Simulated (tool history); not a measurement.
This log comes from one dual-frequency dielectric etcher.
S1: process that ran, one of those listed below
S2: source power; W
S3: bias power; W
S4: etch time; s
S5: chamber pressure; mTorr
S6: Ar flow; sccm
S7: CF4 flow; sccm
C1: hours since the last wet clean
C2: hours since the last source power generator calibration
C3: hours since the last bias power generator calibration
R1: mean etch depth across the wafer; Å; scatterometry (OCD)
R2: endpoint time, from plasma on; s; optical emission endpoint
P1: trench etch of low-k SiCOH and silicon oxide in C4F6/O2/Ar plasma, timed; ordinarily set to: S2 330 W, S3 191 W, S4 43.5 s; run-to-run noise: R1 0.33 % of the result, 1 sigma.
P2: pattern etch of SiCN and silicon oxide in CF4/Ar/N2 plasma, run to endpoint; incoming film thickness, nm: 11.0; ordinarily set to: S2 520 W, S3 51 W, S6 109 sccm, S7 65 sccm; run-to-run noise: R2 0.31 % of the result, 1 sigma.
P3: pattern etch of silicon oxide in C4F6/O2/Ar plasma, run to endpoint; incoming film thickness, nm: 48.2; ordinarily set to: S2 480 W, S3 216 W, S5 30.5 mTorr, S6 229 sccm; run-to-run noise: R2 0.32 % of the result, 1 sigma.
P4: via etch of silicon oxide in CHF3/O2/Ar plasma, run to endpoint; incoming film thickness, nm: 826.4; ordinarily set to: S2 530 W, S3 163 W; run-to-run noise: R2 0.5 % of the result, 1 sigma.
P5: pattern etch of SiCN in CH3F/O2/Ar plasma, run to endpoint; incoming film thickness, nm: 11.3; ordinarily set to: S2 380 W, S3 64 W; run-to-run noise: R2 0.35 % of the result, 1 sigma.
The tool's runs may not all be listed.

run   hour  S1   S2   S3    S4    S5   S6  S7     C1      C2      C3       R1       R2
  1    4.8  P1  330  191  43.5                  72.9  1932.1   965.4  1270.70
  2   10.7  P4  530  163                        78.8  1938.0   971.3           443.600
  3   19.9  P3  480  141        30.5  229       88.0  1947.2   980.5            15.382
  4   27.2  P2  520   34              109  65   95.3  1954.5   987.8            14.718
  5   37.0  P4  530  219                       105.1  1964.3   997.6           403.580
  6   44.6  P2  520   51              109  49  112.7  1971.9  1005.2            13.798
  7   50.6  P1  330  118  43.5                 118.7  1977.9  1011.2  1097.40
  8   57.9  P1  330  191  24.0                 126.0  1985.2  1018.5   702.00
  9   62.5  P1  330  191  43.5                 130.6  1989.8  1023.1  1271.60
 10   67.9  P3  480  216        30.5  229      136.0  1995.2  1028.5            13.502
 11   75.5  P3  480  216        30.5  290      143.6  2002.8  1036.1            13.867
 12   85.0  P1  330  148  25.5                 153.1  2012.3  1045.6   685.45
 13   93.7  P5  210   64                       161.8  2021.0  1054.3            39.326
 14  101.2  P1  330  191  43.5                 169.3  2028.5  1061.8  1265.60
 15  110.8  P1  330  191  64.5                 178.9  2038.1  1071.4  1884.30
 16  120.9  P2  520   51               72  65  189.0  2048.2  1081.5            12.221
 17  130.8  P1  330  191  43.5                 198.9  2058.1  1091.4  1267.70
 18  136.8  P1  330  191  43.5                 204.9  2064.1  1097.4  1273.00
 19  146.9  P3  480  216        37.0  229      215.0  2074.2  1107.5            13.763
 20  155.7  P2  520   51              109  65  223.8  2083.0  1116.3            13.145
 21  161.8  P1  460  191  43.5                 229.9  2089.1  1122.4  1439.40
 22  171.8  P4  750  163                       239.9  2099.1  1132.4           387.920
 23  177.4  P5  380   64                       245.5  2104.7  1138.0            31.487
 24  185.6  P1  330  266  43.5                 253.7  2112.9  1146.2  1418.70
 25  190.3  P1  330  191  43.5                 258.4  2117.6  1150.9  1269.70
 26  196.9  P2  520   51              109  65  265.0  2124.2  1157.5            13.114
 27  203.8  P3  360  216        30.5  229      271.9  2131.1  1164.4            14.998
 28  210.9  P5  380   88                       279.0  2138.2  1171.5            27.936
 29  218.5  P2  320   51              109  65  286.6  2145.8  1179.1            20.139
 30  225.7  P1  260  191  43.5                 293.8  2153.0  1186.3  1167.60
 31  232.6  P1  330  191  43.5                 300.7  2159.9  1193.2  1268.10
 32  239.8  P1  330  191  43.5                 307.9  2167.1  1200.4  1256.10
 33  245.3  P1  330  191  43.5                 313.4  2172.6  1205.9  1257.60
 34  255.2  P1  330  191  43.5                 323.3  2182.5  1215.8  1251.10
     259.8  -- wet clean of the chamber
 35  264.0  P1  330  191  43.5                   4.2  2191.3  1224.6  1255.70
 36  270.9  P1  330  191  43.5                  11.1  2198.2  1231.5  1251.00
 37  277.5  P1  330  191  43.5                  17.7  2204.8  1238.1  1256.40
 38  282.2  P1  330  191  43.5                  22.4  2209.5  1242.8  1254.70
 39  290.9  P1  330  191  43.5                  31.1  2218.2  1251.5  1245.20

P1 has crept away from where it was. The log is fitted equally well by each of these 2 causes, at the sizes shown:
A: source power that arrives under what is set, % = 4.18
B: bias power that arrives under what is set, % = 4.98
The creep began at about hour 232.6.
The rest of the possible causes, and what rules out each one:
chamber walls in a state that lowers the etch rate, %: work on it at hour 259.8, done after the drift set in, did not restore what the process gave before

4 check runs are offered, one wafer each, their results left as question marks. Which one tells the causes apart?
check 1  299.6  P4  720  217                                      ?
check 2  299.6  P5  300   77                                      ?
check 3  299.6  P2  430   51             73  65                   ?
check 4  299.6  P3  390  158      30.5  229                       ?

Predicted outcomes, by check and by cause:
  check  result     if A     if B
check 1      R2  365.880  366.350
check 2      R2   32.694   32.783
check 3      R2   15.087   14.745
check 4      R2   16.389   16.370
How far apart the two closest causes lie, in the result that separates them most: check 1 0.13 %; check 2 0.27 %; check 3 2.3 %; check 4 0.11 %
The other checks would show nearly matching results whichever cause is true, so check 3 is the only one that separates the causes.

With check 3 done, the readings were: R2 14.797 s. Identify which of the listed causes applies.

The cause is B: bias power that arrives under what is set, %.

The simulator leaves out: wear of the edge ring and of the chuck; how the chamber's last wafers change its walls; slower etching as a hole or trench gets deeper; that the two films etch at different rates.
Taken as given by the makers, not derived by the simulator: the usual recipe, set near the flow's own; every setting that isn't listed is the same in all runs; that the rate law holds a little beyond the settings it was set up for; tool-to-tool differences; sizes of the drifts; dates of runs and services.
